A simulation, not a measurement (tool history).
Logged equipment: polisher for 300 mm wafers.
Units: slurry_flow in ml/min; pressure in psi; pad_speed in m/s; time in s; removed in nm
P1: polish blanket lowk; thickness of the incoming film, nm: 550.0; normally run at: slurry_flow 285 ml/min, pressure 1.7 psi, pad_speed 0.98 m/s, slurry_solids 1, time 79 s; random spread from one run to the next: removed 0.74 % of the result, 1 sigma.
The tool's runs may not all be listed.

run,hour,slurry_flow,pressure,pad_speed,slurry_solids,time,removed
1,2.5,285,1.7,0.98,1,79,28.873
2,6.5,285,1.7,0.98,1,119,43.547
3,9.5,285,1.7,0.98,1,79,28.622
4,12.7,285,1.7,1.38,0.55,79,27.679
5,15.3,285,0.8,0.98,1,79,13.504
6,19.6,285,1.7,1.26,1,79,35.293
7,23.8,285,1.7,0.56,1,79,18.427
8,27.7,285,1.7,0.98,1,51,18.479
9,31.5,420,1.7,0.98,1,79,30.075
10,35.6,285,1.7,0.98,1.5,79,33.769
11,39.6,285,1.7,0.98,1,79,29.108
# hour 41.1: slurry nozzle cleaned
12,41.8,285,1.7,0.98,1,79,28.666
13,45.3,285,2.4,0.98,1.4,79,47.254
14,49.6,285,2.2,0.98,1,79,37.337
15,53.5,285,1.7,0.98,0.5,79,19.907
16,56.8,285,1.7,0.98,1,79,28.932
# hour 58.1: slurry blender recalibrated
17,59.9,285,1.7,0.98,1,79,29.007
18,62.2,170,1.7,0.98,1,79,27.194
19,66.1,285,2.3,0.66,1,79,28.939
20,70.7,285,1.7,0.98,1,79,29.298
21,74.8,285,1.7,0.98,1,79,27.781
22,79.1,285,1.7,0.98,1,79,27.129
23,81.2,285,1.7,0.98,1,79,26.733
24,83.4,285,1.7,0.98,1,79,26.205
# hour 86.8: worn pad replaced by a new one
25,87.6,285,1.7,0.98,1,79,26.168
26,92.1,285,1.7,0.98,1,79,26.009
# hour 92.9: slurry nozzle cleaned
# hour 94.4: conditioning disc replaced and pad reconditioned
27,95.6,285,1.7,0.98,1,79,26.078
28,98.2,285,1.7,0.98,1,79,26.064
29,100.6,285,1.7,0.98,1,79,25.848
30,103.1,285,1.7,0.98,1,79,26.304

The output of P1 has drifted from where it used to be. Each of the 2 causes below, taken at the size shown beside it, accounts for the log equally well:
A: abrasive missing from the slurry, % = 20.1
B: head's pressure below its setpoint, % = 10.3
Onset of the creep was near hour 70.7.
Ruled out, with reasons:
removal rate lost through wear of the pad, %: serviced at hour 86.8, after the change had begun; the process did not return to its earlier output
slurry flow missing at the pad, %: serviced at hour 92.9, after the change had begun; the process did not return to its earlier output
time polished since the conditioner stopped cutting, s: serviced at hour 94.4, after the change had begun; the process did not return to its earlier output

Below are 4 check runs, each averaged over 5 wafers, with their results shown as question marks. Which of them would give clearly different results depending on which cause is behind the drift?
check 1,105.6,415,1.7,0.98,1,79,?
check 2,105.6,170,1.7,0.98,1,79,?
check 3,105.6,215,1.7,0.98,1,79,?
check 4,105.6,285,1.7,0.98,0.65,79,?

Outcome of each check run for each possible cause:
check,result,if A,if B
check 1,removed,26.785,26.773
check 2,removed,24.428,24.418
check 3,removed,25.228,25.217
check 4,removed,20.398,20.883
Per-check spread between the two closest causes, in the result where they differ most: check 1 0.04 %; check 2 0.04 %; check 3 0.04 %; check 4 2.35 %
The other checks would show nearly matching results whichever cause is true, so check 4 is the only one that separates the causes.

The results of check 4 are: removed 20.84 nm. Based on these, which of the listed causes is it?

It is B: head's pressure below its setpoint, %.
